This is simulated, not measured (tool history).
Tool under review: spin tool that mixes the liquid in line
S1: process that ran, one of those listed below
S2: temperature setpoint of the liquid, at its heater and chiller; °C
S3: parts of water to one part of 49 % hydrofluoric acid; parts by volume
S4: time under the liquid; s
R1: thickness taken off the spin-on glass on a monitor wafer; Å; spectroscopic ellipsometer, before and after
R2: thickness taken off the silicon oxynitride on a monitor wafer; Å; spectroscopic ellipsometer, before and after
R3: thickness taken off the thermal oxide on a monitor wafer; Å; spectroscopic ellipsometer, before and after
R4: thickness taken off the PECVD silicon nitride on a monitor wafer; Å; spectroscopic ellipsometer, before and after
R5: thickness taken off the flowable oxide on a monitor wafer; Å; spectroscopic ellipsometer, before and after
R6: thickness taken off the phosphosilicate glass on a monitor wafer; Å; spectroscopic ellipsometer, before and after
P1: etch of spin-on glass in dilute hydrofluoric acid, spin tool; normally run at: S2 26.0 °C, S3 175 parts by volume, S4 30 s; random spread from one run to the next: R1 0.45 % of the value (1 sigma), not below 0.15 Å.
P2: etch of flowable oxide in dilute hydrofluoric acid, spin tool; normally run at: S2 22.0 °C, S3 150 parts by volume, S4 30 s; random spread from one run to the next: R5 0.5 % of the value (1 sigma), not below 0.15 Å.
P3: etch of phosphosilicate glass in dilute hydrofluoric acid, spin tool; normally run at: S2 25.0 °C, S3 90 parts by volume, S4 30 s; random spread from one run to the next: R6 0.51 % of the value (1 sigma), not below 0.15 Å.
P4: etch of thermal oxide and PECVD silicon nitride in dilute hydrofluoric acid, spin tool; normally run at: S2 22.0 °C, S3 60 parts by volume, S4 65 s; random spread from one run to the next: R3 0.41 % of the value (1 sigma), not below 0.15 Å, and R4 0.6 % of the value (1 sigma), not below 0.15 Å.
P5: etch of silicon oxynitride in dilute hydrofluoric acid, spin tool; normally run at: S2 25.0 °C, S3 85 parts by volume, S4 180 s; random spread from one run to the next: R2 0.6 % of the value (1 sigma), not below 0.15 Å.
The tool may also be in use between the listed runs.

run    day  S1    S2   S3   S4       R1      R2       R3       R4      R5      R6
  1  0.225  P1  26.0  175   30   79.189
  2  0.542  P5  25.0   85  180           43.393
  3  0.912  P5  25.0   85  365           86.829
  4  1.279  P1  26.0   95   30  159.730
  5  1.496  P4  22.0   20   65                   163.660  149.880
  6  1.717  P5  32.5   85  180           60.260
  7  1.962  P4  22.0   60   65                    51.765   51.661
  8  2.288  P5  25.0  145  180           24.033
  9  2.504  P1  26.0  175   60  156.780
 10  2.692  P1  26.0  175   30   78.692
 11  3.012  P1  26.0  175   30   78.021
 12  3.192  P2  22.0  205   30                                     35.315
 13  3.412  P4  22.0   60   65                    51.773   51.003
     3.558  -- hydrofluoric acid flow meter replaced
 14  3.625  P1  26.0  175   30   77.932
 15  3.888  P1  26.0  175   15   38.888
 16  4.079  P1  26.0  240   30   53.182
 17  4.271  P3  25.0  140   30                                             164.81
 18  4.500  P4  18.0   60   65                    43.425   38.883
 19  4.762  P3  25.0   90   65                                             594.17
 20  4.975  P3  31.5   90   30                                             354.80
 21  5.258  P3  25.0   90   30                                             273.24
 22  5.579  P4  22.0   60  110                    87.356   86.698
 23  5.808  P1  18.0  175   30   57.178
 24  5.979  P2  30.0  150   30                                     69.742
 25  6.225  P2  22.0  150   15                                     25.765
 26  6.517  P3  25.0   90   30                                             275.02
 27  6.750  P2  22.0  150   30                                     51.129
 28  6.983  P1  22.0  175   60  134.640
 29  7.288  P1  26.0  175   30   78.360
 30  7.558  P5  25.0   85  180           43.406
 31  7.888  P1  33.5  175   30  102.560
 32  8.054  P1  26.0  175   30   77.781
 33  8.417  P1  26.0  175   30   82.638
 34  8.633  P1  26.0  175   30   83.247
 35  8.996  P1  26.0  175   30   84.811
 36  9.179  P1  26.0  175   30   83.932
 37  9.429  P1  26.0  175   30   84.826
 38  9.633  P1  26.0  175   30   85.534

P1 has crept away from where it was. The log is fitted equally well by each of these 2 causes, at the sizes shown:
A: hydrofluoric acid flow above the setpoint (%) = 7.27
B: liquid hotter than its thermometer reads (K) = 2.32
The process output started creeping at around day 8.054.

The check runs listed below each take one wafer, and their results are still question marks. Under which run would the listed causes lead to clearly different results?
check 1  9.838  P2  28.5  150   30                   ?
check 2  9.838  P4  22.0   60   90           ?   ?
check 3  9.838  P3  31.0   90   60                       ?
check 4  9.838  P5  31.5  145  180       ?

Check results expected under each cause:
  check  result    if A    if B
check 1      R5  71.594  71.630
check 2      R3  77.000  78.559
check 2      R4  76.071  83.072
check 3      R6  746.68  751.81
check 4      R2  34.770  35.402
How far apart the two closest causes lie, in the result that separates them most: check 1 0.05 %; check 2 8.8 %; check 3 0.68 %; check 4 1.8 %
Only check 2 tells the causes apart: in the others they would give nearly the same result.

After running check 2, the following was obtained: R3 78.550 Å; R4 83.067 Å. Which cause does this point to?

It is B: liquid hotter than its thermometer reads (K).
